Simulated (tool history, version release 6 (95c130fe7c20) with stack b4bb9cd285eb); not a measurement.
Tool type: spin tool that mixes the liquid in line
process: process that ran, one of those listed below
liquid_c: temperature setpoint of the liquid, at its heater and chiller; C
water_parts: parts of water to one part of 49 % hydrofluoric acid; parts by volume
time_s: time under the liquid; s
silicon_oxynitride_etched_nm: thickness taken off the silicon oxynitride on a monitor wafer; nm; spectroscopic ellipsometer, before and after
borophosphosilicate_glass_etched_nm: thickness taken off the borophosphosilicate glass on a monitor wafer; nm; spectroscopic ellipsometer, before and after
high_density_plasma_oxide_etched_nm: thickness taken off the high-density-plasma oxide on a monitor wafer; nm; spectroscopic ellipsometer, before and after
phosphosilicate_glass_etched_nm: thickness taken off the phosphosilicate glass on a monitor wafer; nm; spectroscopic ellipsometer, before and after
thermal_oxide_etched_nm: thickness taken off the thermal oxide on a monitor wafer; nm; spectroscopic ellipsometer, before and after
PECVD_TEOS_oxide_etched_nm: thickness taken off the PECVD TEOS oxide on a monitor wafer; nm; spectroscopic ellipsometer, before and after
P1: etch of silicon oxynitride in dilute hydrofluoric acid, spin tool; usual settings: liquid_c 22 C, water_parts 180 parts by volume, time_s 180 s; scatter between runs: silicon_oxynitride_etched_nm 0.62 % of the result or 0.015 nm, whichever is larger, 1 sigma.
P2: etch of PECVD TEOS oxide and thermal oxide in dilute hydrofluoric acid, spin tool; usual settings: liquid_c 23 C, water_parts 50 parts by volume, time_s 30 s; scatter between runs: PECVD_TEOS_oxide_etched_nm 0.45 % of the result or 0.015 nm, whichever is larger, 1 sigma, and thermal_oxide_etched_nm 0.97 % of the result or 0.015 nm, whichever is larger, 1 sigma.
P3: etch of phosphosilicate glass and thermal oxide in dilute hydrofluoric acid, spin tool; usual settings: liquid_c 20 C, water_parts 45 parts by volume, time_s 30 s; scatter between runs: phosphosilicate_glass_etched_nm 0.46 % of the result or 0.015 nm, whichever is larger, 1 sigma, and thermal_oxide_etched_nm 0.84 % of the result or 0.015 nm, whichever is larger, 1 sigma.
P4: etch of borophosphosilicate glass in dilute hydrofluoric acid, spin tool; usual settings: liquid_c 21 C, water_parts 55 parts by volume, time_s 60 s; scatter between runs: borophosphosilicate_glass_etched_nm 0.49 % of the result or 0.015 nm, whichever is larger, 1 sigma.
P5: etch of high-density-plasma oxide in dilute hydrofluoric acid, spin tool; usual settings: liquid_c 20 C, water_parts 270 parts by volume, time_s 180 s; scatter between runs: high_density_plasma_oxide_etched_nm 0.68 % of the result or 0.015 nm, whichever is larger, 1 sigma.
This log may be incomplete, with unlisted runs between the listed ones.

run   hour  process  liquid_c  water_parts  time_s  silicon_oxynitride_etched_nm  borophosphosilicate_glass_etched_nm  high_density_plasma_oxide_etched_nm  phosphosilicate_glass_etched_nm  thermal_oxide_etched_nm  PECVD_TEOS_oxide_etched_nm
  1   10.6       P1        22          180     180                        3.3769
  2   19.7       P4        21           55      60                                                             59.435
  3   28.7       P5        17          270     180                                                                                                  2.6898
  4   37.1       P1        22          180     180                        3.3791
  5   43.8       P4        21           20      60                                                             167.51
  6   51.4       P1        22           95     180                        6.8857
  7   58.3       P1        26          180     180                        4.0399
  8   67.9       P3      28.5           45      30                                                                                                                                   115.33                   4.0966
        70  -- hydrofluoric acid flow meter replaced
  9   74.7       P5        20          270      45                                                                                                 0.76613
 10   81.6       P2        23           50      30                                                                                                                                                            2.6817                      14.016
 11   90.6       P2        17           50      30                                                                                                                                                             2.065                      10.898
 12   99.7       P3        20           45      15                                                                                                                                   40.628                   1.4569
 13  109.9       P1        22          180     180                        3.3791
     117.9  -- thermometer replaced
 14  120.5       P3        20           25      30                                                                                                                                    150.9                   5.3484
 15  126.2       P4        21           55      60                                                             59.543
 16  135.9       P3        20           45      30                                                                                                                                   81.367                   2.8625
 17  143.4       P5        20          270     180                                                                                                  3.0176
 18  150.6       P1        22          180     180                        3.3984
 19  160.8       P5        20          145     180                                                                                                  6.3642
 20  170.9       P1        22          295     180                        1.9268
 21  177.1       P1        18          110     180                        4.8072
 22    183       P1        22          180     305                        5.7964
 23  193.7       P1        22          180     180                         3.372
 24  198.4       P2        23           20      30                                                                                                                                                            6.9802                      36.562
 25  205.1       P4        25           55      60                                                             70.292
 26  213.8       P1        17          180     180                        2.6737
 27  219.5       P4        21           55      15                                                             14.785
 28  226.3       P1        22          180      25                       0.48579
 29  232.2       P2        23           50      15                                                                                                                                                            1.2982                      7.0183
 30  237.5       P1        22          180     180                        3.4113
 31  243.9       P1        22          180     180                         3.374
 32  252.6       P1        22          180     180                        3.2246
 33  261.4       P1        22          180     180                        3.1881
 34  267.9       P1        22          180     180                        3.1254
 35  273.8       P1        22          180     180                        3.0947
 36  279.1       P1        22          180     180                        3.0697
 37  285.4       P1        22          180     180                        3.0991
 38  294.8       P1        22          180     180                        3.0327
 39  304.5       P1        22          180     180                        3.0819
 40    315       P1        22          180     180                        3.0651

Compared with where it was, what P1 gives has crept away. Each cause listed below fits the log as well as the rest, at the size given for it:
A: liquid colder than its thermometer reads (K) = 2.3
B: hydrofluoric acid flow below the setpoint (%) = 9
At approximately hour 243.9, the process output began to creep.

Each of the check runs listed below is run on 5 wafers and reports their average, with the results left as question marks. Pick the one under which the possible causes would lead to clearly different results.
check 1  325.5       P5        20          270     180                                                                                                       ?
check 2  325.5       P4        21           55      60                                                                  ?
check 3  325.5       P2        23           50      30                                                                                                                                                                 ?                           ?
check 4  325.5       P3        20           45      30                                                                                                                                        ?                        ?

If the cause were each of the candidates in turn, the checks would give the following:
  check                               result    if A    if B
check 1  high_density_plasma_oxide_etched_nm  2.7676  2.6805
check 2  borophosphosilicate_glass_etched_nm  53.627  53.441
check 3              thermal_oxide_etched_nm  2.4176  2.4067
check 3           PECVD_TEOS_oxide_etched_nm  12.797  12.739
check 4      phosphosilicate_glass_etched_nm   73.72  73.665
check 4              thermal_oxide_etched_nm  2.6244  2.6225
Per-check spread between the two closest causes, in the result where they differ most: check 1 3.2 %; check 2 0.35 %; check 3 0.45 %; check 4 0.07 %
Check 1 is the one run that separates the causes; every other check would come out nearly the same whichever cause is at work.

Here is what check 1 returned: high_density_plasma_oxide_etched_nm 2.6768 nm. Which cause is it?

It is B: hydrofluoric acid flow below the setpoint (%).

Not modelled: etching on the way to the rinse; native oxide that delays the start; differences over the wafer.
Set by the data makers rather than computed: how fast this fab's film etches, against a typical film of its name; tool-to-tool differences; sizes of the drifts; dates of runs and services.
